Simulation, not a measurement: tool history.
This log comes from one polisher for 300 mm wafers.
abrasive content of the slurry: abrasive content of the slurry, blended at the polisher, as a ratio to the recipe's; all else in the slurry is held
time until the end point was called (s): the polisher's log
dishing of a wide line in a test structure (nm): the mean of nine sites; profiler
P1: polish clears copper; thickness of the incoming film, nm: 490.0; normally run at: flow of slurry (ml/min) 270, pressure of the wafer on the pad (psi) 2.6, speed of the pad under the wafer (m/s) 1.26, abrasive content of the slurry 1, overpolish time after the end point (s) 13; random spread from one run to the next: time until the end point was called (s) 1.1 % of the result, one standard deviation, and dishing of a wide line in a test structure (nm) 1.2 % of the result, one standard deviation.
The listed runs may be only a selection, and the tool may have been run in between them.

run  hour  flow of slurry (ml/min)  pressure of the wafer on the pad (psi)  speed of the pad under the wafer (m/s)  abrasive content of the slurry  overpolish time after the end point (s)  wafers polished on this pad  hours since the slurry nozzle was cleaned  hours since the head pressure was calibrated  hours since the slurry blender was calibrated  time until the end point was called (s)  dishing of a wide line in a test structure (nm)
  1   2.5                      270                                     2.6                                    1.26                               1                                       13                          966                                      153.1                                         674.6                                          181.3                                   133.24                                           18.214
  2     7                      270                                     2.6                                    1.26                               1                                       13                          991                                      157.6                                         679.1                                          185.8                                   135.92                                           18.211
  3  11.9                      270                                     1.4                                    1.26                               1                                       13                         1019                                      162.5                                           684                                          190.7                                   254.04                                            13.54
  4    15                      270                                     2.6                                    1.26                             0.7                                       13                         1037                                      165.6                                         687.1                                          193.8                                   148.87                                           18.091
  5  18.5                      270                                     4.1                                    1.26                               1                                       13                         1057                                      169.1                                         690.6                                          197.3                                   86.812                                           20.819
  6  21.9                      270                                     2.6                                    1.26                               1                                        4                         1076                                      172.5                                           694                                          200.7                                   134.77                                           8.9878
  7    26                      270                                     2.6                                    1.26                               1                                       13                         1100                                      176.6                                         698.1                                          204.8                                   138.12                                           18.237
  8  29.9                      270                                     2.6                                    1.26                            1.35                                       13                         1122                                      180.5                                           702                                          208.7                                   129.12                                           18.684
  9  33.7                      270                                     2.6                                    1.26                               1                                       25                         1144                                      184.3                                         705.8                                          212.5                                   137.85                                            21.71
     34.3  -- slurry nozzle cleaned
     34.6  -- head pressure recalibrated
 10  37.3                      355                                     2.6                                    1.26                             1.3                                       13                         1164                                          3                                           2.7                                          216.1                                    123.9                                           18.894
 11  41.1                      200                                     2.6                                    1.74                               1                                       13                         1186                                        6.8                                           6.5                                          219.9                                   103.01                                           19.752
 12  43.9                      270                                     2.6                                    1.82                               1                                       13                         1202                                        9.6                                           9.3                                          222.7                                   96.348                                           20.785
 13    49                      270                                     2.6                                    1.26                               1                                       13                         1231                                       14.7                                          14.4                                          227.8                                   133.95                                           18.802
 14  52.3                      270                                     2.6                                    1.26                               1                                       13                         1250                                         18                                          17.7                                          231.1                                   140.15                                           18.547
 15  57.5                      340                                     2.6                                    1.26                               1                                       13                         1279                                       23.2                                          22.9                                          236.3                                      133                                           18.646
 16  60.7                      270                                     2.6                                     0.6                               1                                       13                         1297                                       26.4                                          26.1                                          239.5                                    290.7                                           12.397
 17  65.1                      160                                     2.6                                    1.26                               1                                       13                         1323                                       30.8                                          30.5                                          243.9                                   146.39                                           17.827
 18  68.6                      270                                     2.6                                    1.26                               1                                       13                         1343                                       34.3                                            34                                          247.4                                   136.62                                           18.312
 19  73.7                      270                                     2.6                                    1.26                               1                                       13                         1372                                       39.4                                          39.1                                          252.5                                   139.77                                           18.066
 20  78.8                      270                                     2.6                                    1.26                               1                                       13                         1401                                       44.5                                          44.2                                          257.6                                   139.32                                           18.387
     79.4  -- slurry blender recalibrated
     81.6  -- head pressure recalibrated
 21  83.8                      270                                     2.6                                    1.26                               1                                       13                         1429                                       49.5                                           2.2                                            4.5                                   145.43                                           17.686
 22  88.5                      270                                     2.6                                    1.26                               1                                       13                         1456                                       54.2                                           6.9                                            9.2                                   144.09                                           18.458
 23  91.8                      270                                     2.6                                    1.26                               1                                       13                         1475                                       57.5                                          10.2                                           12.5                                   144.25                                           18.201
 24  96.6                      270                                     2.6                                    1.26                               1                                       13                         1502                                       62.3                                            15                                           17.3                                   143.12                                           18.138

What P1 gives has crept off from where it sat before. The 2 causes that follow fit the log equally well, each at the size noted:
A: slurry flow missing at the pad, % = 36.3
B: removal rate lost through wear of the pad, % = 5.5
At approximately hour 68.6, the process output began to creep.
Ruled out, with reasons:
head's pressure below its setpoint, %: serviced after onset, at hour 81.6, with no recovery of the prior output
abrasive missing from the slurry, %: serviced after onset, at hour 79.4, with no recovery of the prior output

Which of the check runs below tells the causes apart, meaning the causes would give it clearly different results? Each run uses 5 wafers whose results are averaged, and each result is shown as a question mark.
check 1  101.4                      270                                     2.6                                    0.92                               1                                       13                                                                                                                                                                                                             ?                                                ?
check 2  101.4                      270                                     2.6                                    0.82                               1                                       13                                                                                                                                                                                                             ?                                                ?
check 3  101.4                      270                                     2.6                                    1.26                               1                                       19                                                                                                                                                                                                             ?                                                ?
check 4  101.4                      160                                     2.6                                    1.26                               1                                       13                                                                                                                                                                                                             ?                                                ?

Outcome of each check run for each possible cause:
  check                                           result    if A    if B
check 1          time until the end point was called (s)  198.46  198.47
check 1  dishing of a wide line in a test structure (nm)   15.58   15.58
check 2          time until the end point was called (s)  222.66  222.67
check 2  dishing of a wide line in a test structure (nm)  14.633  14.633
check 3          time until the end point was called (s)   144.9  144.91
check 3  dishing of a wide line in a test structure (nm)  20.384  20.383
check 4          time until the end point was called (s)  160.67  155.11
check 4  dishing of a wide line in a test structure (nm)  17.258  17.525
Per check, the gap between the least separated pair of causes, taken in the result that splits them most: check 1 0 %; check 2 0 %; check 3 0 %; check 4 3.52 %
The other checks would show nearly matching results whichever cause is true, so check 4 is the only one that separates the causes.

Running check 4 produced the following: time until the end point was called (s) 161.75; dishing of a wide line in a test structure (nm) 17.356. Which one of the listed causes fits?

It is A: slurry flow missing at the pad, %.

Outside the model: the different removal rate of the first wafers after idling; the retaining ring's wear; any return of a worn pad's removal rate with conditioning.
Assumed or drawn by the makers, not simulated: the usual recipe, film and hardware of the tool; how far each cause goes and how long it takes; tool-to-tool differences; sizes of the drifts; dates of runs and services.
